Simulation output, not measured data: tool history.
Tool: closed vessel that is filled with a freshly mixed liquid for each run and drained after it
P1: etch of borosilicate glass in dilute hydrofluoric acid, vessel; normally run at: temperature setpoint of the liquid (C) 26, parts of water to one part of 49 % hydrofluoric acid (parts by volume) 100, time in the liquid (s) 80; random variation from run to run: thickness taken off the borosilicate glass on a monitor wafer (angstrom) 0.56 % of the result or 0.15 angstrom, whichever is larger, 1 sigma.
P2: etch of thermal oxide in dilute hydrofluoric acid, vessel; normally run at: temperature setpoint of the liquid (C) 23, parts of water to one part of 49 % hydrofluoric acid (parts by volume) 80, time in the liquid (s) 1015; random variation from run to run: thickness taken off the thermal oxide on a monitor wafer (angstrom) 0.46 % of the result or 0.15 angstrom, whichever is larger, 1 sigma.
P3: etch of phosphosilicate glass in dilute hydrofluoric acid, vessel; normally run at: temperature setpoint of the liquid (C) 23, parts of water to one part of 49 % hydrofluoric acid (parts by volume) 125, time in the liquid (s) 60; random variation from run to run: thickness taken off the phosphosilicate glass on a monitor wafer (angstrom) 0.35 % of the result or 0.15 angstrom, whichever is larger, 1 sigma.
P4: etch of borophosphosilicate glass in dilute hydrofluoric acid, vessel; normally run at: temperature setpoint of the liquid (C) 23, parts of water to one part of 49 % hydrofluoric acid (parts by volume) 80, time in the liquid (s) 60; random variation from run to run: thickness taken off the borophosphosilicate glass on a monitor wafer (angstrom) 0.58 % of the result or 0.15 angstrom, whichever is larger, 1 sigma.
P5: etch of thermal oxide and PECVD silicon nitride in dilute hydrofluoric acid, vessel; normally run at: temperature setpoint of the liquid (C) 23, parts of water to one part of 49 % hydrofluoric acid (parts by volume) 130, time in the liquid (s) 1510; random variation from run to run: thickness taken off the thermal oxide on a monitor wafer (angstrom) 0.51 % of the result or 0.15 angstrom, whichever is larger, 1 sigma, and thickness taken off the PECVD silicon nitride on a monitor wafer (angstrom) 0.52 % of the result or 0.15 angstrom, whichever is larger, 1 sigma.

run	hour	process that ran	temperature setpoint of the liquid (C)	parts of water to one part of 49 % hydrofluoric acid (parts by volume)	time in the liquid (s)	thickness taken off the borosilicate glass on a monitor wafer (angstrom)	thickness taken off the thermal oxide on a monitor wafer (angstrom)	thickness taken off the PECVD silicon nitride on a monitor wafer (angstrom)	thickness taken off the phosphosilicate glass on a monitor wafer (angstrom)	thickness taken off the borophosphosilicate glass on a monitor wafer (angstrom)
1	17.9	P1	26	100	80	376.88				
2	30.9	P5	23	130	2840		1012.7	554.34		
3	46	P1	18	100	30	101.63				
4	56.2	P1	26	100	80	372.44				
5	73.6	P3	23	125	60				399.7	
6	91.4	P1	26	100	80	369.95				
7	103	P4	23	80	60					342.55
8	113.2	P4	17	80	60					268.81
9	127.3	P4	23	80	30					172.27
10	135.8	P3	23	125	85				565.5	
11	151.6	P1	26	100	80	376.96				
12	161.7	P1	31.5	100	80	463.97				
13	170.4	P1	26	100	150	698.17				
14	186	P1	20	100	80	295.17				
15	196.3	P4	23	135	60					189.72
16	210.3	P2	23	80	1015		538.58			
17	219.3	P3	27	125	60				466.89	
18	228	P1	26	30	80	1378				
19	239.2	P2	17	80	1015		423.48			
20	247.5	P5	23	25	1510		3201.7	1496.3		
21	257.5	P5	31	130	1510		733.27	486.05		
22	268.1	P2	23	80	95		50.445			
23	282.3	P4	23	80	60					342.83
24	293.7	P1	26	135	80	264.92				
25	311.2	P1	26	45	145	1624.2				
26	320.3	P2	23	20	1015		2338.8			
27	330.3	P1	26	100	30	140.81				
28	338.3	P3	23	125	60				402.83	
29	352.3	P1	26	100	80	373.21				
30	365.7	P5	23	130	1510		542.48	295.36		
31	382.7	P1	19.5	140	80	196.49				
32	391.2	P3	23	205	60				223.33	
33	402.9	P1	26	100	80	377.44				
34	414.8	P1	26	100	80	387.84				
35	423.1	P1	26	100	80	389.13				
36	436.4	P1	26	100	80	400.82				
37	452.2	P1	26	100	80	400.14				
38	462	P1	26	100	80	403.29				
39	472.5	P1	26	100	80	403.86				
40	487.8	P1	26	100	80	399.14				

What P1 gives has crept away from where it was. These 2 causes fit the log equally well, each at the size given:
A: hydrofluoric acid flow above the setpoint (%) = 6.92
B: liquid hotter than its thermometer reads (K) = 1.96
The creep began at about hour 402.9.

4 check runs are offered, one wafer each, their results left as question marks. Which one tells the causes apart?
check 1	503.1	P5	23	75	1510		?	?		
check 2	503.1	P3	23	205	60				?	
check 3	503.1	P4	23	125	60					?
check 4	503.1	P2	23	40	565		?			

What each check would give under each cause:
check	result	if A	if B
check 1	thickness taken off the thermal oxide on a monitor wafer (angstrom)	1073	1079.6
check 1	thickness taken off the PECVD silicon nitride on a monitor wafer (angstrom)	544.19	580.74
check 2	thickness taken off the phosphosilicate glass on a monitor wafer (angstrom)	242.7	240.6
check 3	thickness taken off the borophosphosilicate glass on a monitor wafer (angstrom)	224.63	224.62
check 4	thickness taken off the thermal oxide on a monitor wafer (angstrom)	681.47	689.01
How far apart the two closest causes lie, in the result that separates them most: check 1 6.5 %; check 2 0.87 %; check 3 0 %; check 4 1.1 %
Check 1 tells the causes apart: in the others they would give nearly the same result.

Check 1 was then run and gave: thickness taken off the thermal oxide on a monitor wafer (angstrom) 1071.2; thickness taken off the PECVD silicon nitride on a monitor wafer (angstrom) 542.98. Which cause is it?

It is A: hydrofluoric acid flow above the setpoint (%).
